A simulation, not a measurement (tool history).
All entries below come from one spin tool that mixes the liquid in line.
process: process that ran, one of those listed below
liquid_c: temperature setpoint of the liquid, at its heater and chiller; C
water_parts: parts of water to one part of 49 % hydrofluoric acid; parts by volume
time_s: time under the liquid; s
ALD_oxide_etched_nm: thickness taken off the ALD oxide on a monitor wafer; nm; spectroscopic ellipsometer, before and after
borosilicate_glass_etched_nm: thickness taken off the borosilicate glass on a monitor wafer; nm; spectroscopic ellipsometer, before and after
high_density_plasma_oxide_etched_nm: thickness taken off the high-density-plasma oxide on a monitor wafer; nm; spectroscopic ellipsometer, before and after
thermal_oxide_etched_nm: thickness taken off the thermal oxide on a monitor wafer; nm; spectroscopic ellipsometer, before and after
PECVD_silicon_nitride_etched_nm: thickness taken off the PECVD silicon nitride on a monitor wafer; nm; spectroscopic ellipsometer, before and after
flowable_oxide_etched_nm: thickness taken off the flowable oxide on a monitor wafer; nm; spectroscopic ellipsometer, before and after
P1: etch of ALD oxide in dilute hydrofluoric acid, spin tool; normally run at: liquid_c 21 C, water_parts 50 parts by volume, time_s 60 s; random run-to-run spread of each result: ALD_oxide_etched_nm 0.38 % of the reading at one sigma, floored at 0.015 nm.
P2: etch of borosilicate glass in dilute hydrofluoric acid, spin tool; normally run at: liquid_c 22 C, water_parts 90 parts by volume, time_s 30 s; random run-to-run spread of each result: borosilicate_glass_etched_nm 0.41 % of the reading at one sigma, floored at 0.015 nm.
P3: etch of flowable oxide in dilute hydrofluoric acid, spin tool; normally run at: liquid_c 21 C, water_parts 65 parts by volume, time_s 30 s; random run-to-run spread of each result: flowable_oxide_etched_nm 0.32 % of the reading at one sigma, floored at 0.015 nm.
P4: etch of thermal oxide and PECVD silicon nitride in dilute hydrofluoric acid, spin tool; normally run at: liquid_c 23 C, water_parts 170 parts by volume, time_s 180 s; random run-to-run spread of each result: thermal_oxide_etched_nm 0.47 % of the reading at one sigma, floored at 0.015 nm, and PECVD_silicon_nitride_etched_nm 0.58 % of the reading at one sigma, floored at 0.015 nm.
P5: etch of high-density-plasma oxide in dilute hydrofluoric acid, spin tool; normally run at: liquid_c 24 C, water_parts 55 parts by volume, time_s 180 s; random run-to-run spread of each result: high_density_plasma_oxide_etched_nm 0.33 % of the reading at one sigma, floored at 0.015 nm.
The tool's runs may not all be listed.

run	hour	process	liquid_c	water_parts	time_s	hours since the thermometer was replaced	hours since the hydrofluoric acid flow meter was replaced	ALD_oxide_etched_nm	borosilicate_glass_etched_nm	high_density_plasma_oxide_etched_nm	thermal_oxide_etched_nm	PECVD_silicon_nitride_etched_nm	flowable_oxide_etched_nm
1	7.6	P1	21	50	60	1231.4	444.6	14.183					
2	14.1	P1	21	50	60	1237.9	451.1	14.196					
3	22.3	P2	28	90	30	1246.1	459.3		13.3				
4	36	P5	24	20	180	1259.8	473			63.53			
5	47.4	P4	23	170	180	1271.2	484.4				4.4989	4.6738	
6	59.5	P1	21	85	100	1283.3	496.5	13.331					
7	72.1	P1	21	70	60	1295.9	509.1	9.8582					
8	82.3	P1	21	50	60	1306.1	519.3	14.091					
9	92	P1	17	50	90	1315.8	529	17.998					
10	99.8	P5	24	55	265	1323.6	536.8			32.325			
11	106.8	P5	24	55	180	1330.6	543.8			21.915			
12	114.5	P4	23	105	180	1338.3	551.5				7.8365	7.5811	
13	122.7	P2	22	150	30	1346.5	559.7		5.8894				
14	130.1	P2	22	90	30	1353.9	567.1		10.515				
15	136.8	P1	21	50	30	1360.6	573.8	7.0957					
16	144.1	P2	22	90	30	1367.9	581.1		10.499				
17	154.1	P3	21	65	30	1377.9	591.1						12.958
18	168	P1	21	20	60	1391.8	605	36.985					
19	180.1	P2	22	90	45	1403.9	617.1		15.709				
20	192.7	P1	28.5	50	60	1416.5	629.7	19.303					
21	204.4	P1	17	50	60	1428.2	641.4	11.885					
22	219	P5	31.5	55	180	1442.8	656			29.541			
23	227.1	P1	21	50	60	1450.9	664.1	14.084					
24	236	P4	23	170	60	1459.8	673				1.5108	1.5603	
25	248.9	P1	21	50	60	1472.7	685.9	14.209					
26	259.8	P1	17	25	60	1483.6	696.8	24.592					
27	269	P1	21	50	60	1492.8	706	14.119					
28	276.3	P1	21	50	105	1500.1	713.3	24.649					
29	283.5	P3	17	65	30	1507.3	720.5						10.937
30	296.1	P3	21	20	30	1519.9	733.1						44.387
31	303.1	P4	17	170	180	1526.9	740.1				3.5383	3.1817	
32	317.3	P3	21	65	15	1541.1	754.3						6.4225
33	327	P3	21	65	30	1550.8	764						12.87
34	335.2	P4	23	170	180	1559	772.2				4.4481	4.7081	
35	346.6	P1	21	50	60	1570.4	783.6	14.109					
36	358.1	P1	21	50	60	1581.9	795.1	14.523					
37	365.8	P1	21	50	60	1589.6	802.8	14.767					
38	377.4	P1	21	50	60	1601.2	814.4	14.856					
39	390.2	P1	21	50	60	1614	827.2	14.986					
40	404.5	P1	21	50	60	1628.3	841.5	15.043					
41	412.8	P1	21	50	60	1636.6	849.8	15.224					
42	421.4	P1	21	50	60	1645.2	858.4	15.266					
43	434.8	P1	21	50	60	1658.6	871.8	15.153					
44	445	P1	21	50	60	1668.8	882	15.318					
45	454.5	P1	21	50	60	1678.3	891.5	15.296					

The log shows P1 creeping away from where it was. Any of the 2 causes listed here, at the size stated for it, fits the log just as well as the others:
A: liquid hotter than its thermometer reads (K) = 1.75
B: hydrofluoric acid flow above the setpoint (%) = 7.12
The drift started at roughly hour 346.6.

Below are 4 check runs, each averaged over 2 wafers, with their results shown as question marks. Which of them would give clearly different results depending on which cause is behind the drift?
check 1	464	P3	21	65	30								?
check 2	464	P4	23	170	180						?	?	
check 3	464	P2	22	90	30				?				
check 4	464	P5	24	55	180					?			

If the cause were each of the candidates in turn, the checks would give the following:
check	result	if A	if B
check 1	flowable_oxide_etched_nm	13.896	13.917
check 2	thermal_oxide_etched_nm	4.7612	4.8336
check 2	PECVD_silicon_nitride_etched_nm	5.2622	5.034
check 3	borosilicate_glass_etched_nm	11.236	11.296
check 4	high_density_plasma_oxide_etched_nm	23.567	23.625
Minimum pairwise separation of causes per check, each pair taken at its best-separating result: check 1 0.16 %; check 2 4.43 %; check 3 0.54 %; check 4 0.25 %
Check 2 tells the causes apart: in the others they would give nearly the same result.

Then check 2 was run and gave: thermal_oxide_etched_nm 4.7753 nm; PECVD_silicon_nitride_etched_nm 5.2858 nm. Which cause is it?

The cause is A: liquid hotter than its thermometer reads (K).

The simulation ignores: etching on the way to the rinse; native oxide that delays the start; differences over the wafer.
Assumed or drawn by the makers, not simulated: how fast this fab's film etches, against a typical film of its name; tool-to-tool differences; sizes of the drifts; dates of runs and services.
